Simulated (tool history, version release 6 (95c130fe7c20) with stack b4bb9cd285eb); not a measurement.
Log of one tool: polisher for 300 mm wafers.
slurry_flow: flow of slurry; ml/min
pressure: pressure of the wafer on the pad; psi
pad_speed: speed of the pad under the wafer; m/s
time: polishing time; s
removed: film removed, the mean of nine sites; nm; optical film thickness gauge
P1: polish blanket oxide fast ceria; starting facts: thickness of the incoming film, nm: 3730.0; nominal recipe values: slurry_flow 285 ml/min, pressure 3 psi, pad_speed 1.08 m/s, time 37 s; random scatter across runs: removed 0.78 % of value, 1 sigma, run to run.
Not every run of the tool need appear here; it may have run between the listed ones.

run   hour  slurry_flow  pressure  pad_speed  time  removed
  1   10.2          285         3       1.08    37   713.82
  2   15.9          285         3       1.08    20   384.44
      19.1  -- worn pad replaced by a new one
  3   26.2          285         3       1.08    37   709.64
  4   31.7          285         3       1.08    37    707.2
  5     40          285         3       1.08    37   713.49
  6     50          370         3       1.08    37   736.39
  7   56.4          285       3.8       1.08    37   896.53
  8   65.4          285         3       1.08    37   717.24
  9   74.3          285       1.7       1.08    37    408.2
 10   79.6          170         3       1.08    37   662.51
 11     89          285         3       1.08    57   1110.4
 12     94          285         3       1.08    37   717.61
      95.4  -- slurry nozzle cleaned
 13  100.3          285         3        0.5    37   328.85
 14  107.5          285         3       1.56    37   1042.6
 15  112.6          285       4.4       0.68    37   661.72
 16  121.2          285         3       1.08    37   720.52
 17  128.3          285         3       1.08    37   701.74
 18  133.7          285         3       1.08    37    690.2
 19  140.1          285         3       1.08    37   678.61
     140.9  -- worn pad replaced by a new one
 20    148          285         3       1.08    37   686.14
 21  153.3          285         3       1.08    37   683.79
 22  158.5          285         3       1.08    37   690.28

What P1 gives has crept off from where it sat before. The 2 causes that follow fit the log equally well, each at the size noted:
A: head's pressure below its setpoint, % = 5.47
B: slurry flow missing at the pad, % = 37.9
The creep began at about hour 121.2.
Each remaining cause and why it is not a fit:
removal rate lost through wear of the pad, %: maintenance at hour 140.9, after the shift began, did not return the process to its former output

The list below offers 4 check runs, each averaging the results of 3 wafers, and shows each result as a question mark. For which of them would the listed causes give clearly different results?
check 1  163.7          170         3       1.08    37        ?
check 2  163.7          285       2.1       1.08    37        ?
check 3  163.7          285       1.7       1.08    52        ?
check 4  163.7          285         3       0.54    37        ?

What every check run would give for each of its results, assuming each possible cause in turn:
  check   result    if A    if B
check 1  removed  637.57  615.78
check 2  removed  474.99  474.98
check 3  removed   540.4  540.39
check 4  removed  339.28  339.27
Minimum pairwise separation of causes per check, each pair taken at its best-separating result: check 1 3.48 %; check 2 0 %; check 3 0 %; check 4 0 %
The other checks would show nearly matching results whichever cause is true, so check 1 is the only one that separates the causes.

The results of check 1 are: removed 618.59 nm. Based on these, which of the listed causes is it?

B is the cause: slurry flow missing at the pad, %.
